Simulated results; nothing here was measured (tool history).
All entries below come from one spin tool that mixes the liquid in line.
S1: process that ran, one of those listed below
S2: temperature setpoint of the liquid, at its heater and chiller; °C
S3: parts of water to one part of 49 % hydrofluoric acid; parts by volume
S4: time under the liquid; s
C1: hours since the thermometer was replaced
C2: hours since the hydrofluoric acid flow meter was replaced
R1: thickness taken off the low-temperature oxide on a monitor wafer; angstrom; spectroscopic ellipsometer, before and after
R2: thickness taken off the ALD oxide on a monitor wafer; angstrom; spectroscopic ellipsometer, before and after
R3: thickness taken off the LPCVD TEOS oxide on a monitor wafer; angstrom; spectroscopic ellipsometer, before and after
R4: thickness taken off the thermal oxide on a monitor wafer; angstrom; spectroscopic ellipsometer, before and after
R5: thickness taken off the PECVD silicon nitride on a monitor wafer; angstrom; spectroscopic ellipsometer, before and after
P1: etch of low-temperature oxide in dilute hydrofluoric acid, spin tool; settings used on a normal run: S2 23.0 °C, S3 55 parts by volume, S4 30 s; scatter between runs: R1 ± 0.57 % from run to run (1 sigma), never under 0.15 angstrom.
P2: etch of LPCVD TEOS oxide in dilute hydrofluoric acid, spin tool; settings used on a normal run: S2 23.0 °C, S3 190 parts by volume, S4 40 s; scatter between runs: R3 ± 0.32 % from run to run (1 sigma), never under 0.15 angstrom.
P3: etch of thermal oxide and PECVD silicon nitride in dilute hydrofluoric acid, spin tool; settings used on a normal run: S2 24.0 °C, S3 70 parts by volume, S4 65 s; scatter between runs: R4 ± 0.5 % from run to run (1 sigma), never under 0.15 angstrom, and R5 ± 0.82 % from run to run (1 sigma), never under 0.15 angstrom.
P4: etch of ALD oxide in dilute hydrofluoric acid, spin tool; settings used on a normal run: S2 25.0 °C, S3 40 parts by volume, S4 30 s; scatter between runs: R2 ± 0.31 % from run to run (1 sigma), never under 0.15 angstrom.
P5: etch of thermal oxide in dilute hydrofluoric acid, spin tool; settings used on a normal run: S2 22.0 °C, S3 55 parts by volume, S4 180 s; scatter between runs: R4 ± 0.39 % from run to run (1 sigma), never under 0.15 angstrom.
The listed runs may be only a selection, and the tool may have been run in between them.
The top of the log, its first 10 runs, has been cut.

run,hour,S1,S2,S3,S4,C1,C2,R1,R2,R3,R4,R5
11,74.3,P1,23.0,55,15,1765.6,449.9,48.052,,,,
12,80.6,P5,22.0,55,180,1771.9,456.2,,,,148.110,
13,87.4,P2,23.0,190,40,1778.7,463.0,,,81.049,,
14,93.5,P1,17.0,55,50,1784.8,469.1,124.360,,,,
15,101.9,P1,23.0,55,30,1793.2,477.5,94.984,,,,
16,110.4,P5,22.0,75,180,1801.7,486.0,,,,106.250,
17,119.7,P2,23.0,190,15,1811.0,495.3,,,30.574,,
18,124.6,P3,24.0,70,65,1815.9,500.2,,,,47.585,29.415
19,131.5,P1,23.0,55,30,1822.8,507.1,96.161,,,,
20,139.1,P5,22.0,55,180,1830.4,514.7,,,,148.230,
21,148.8,P4,19.0,40,30,1840.1,524.4,,87.439,,,
22,154.4,P3,24.0,115,65,1845.7,530.0,,,,27.984,18.402

Forecast run 23:
23,161.4,P2,17.0,190,40,1852.7,537.0,,,?,,

Run 23 measured R3 64.344 angstrom.
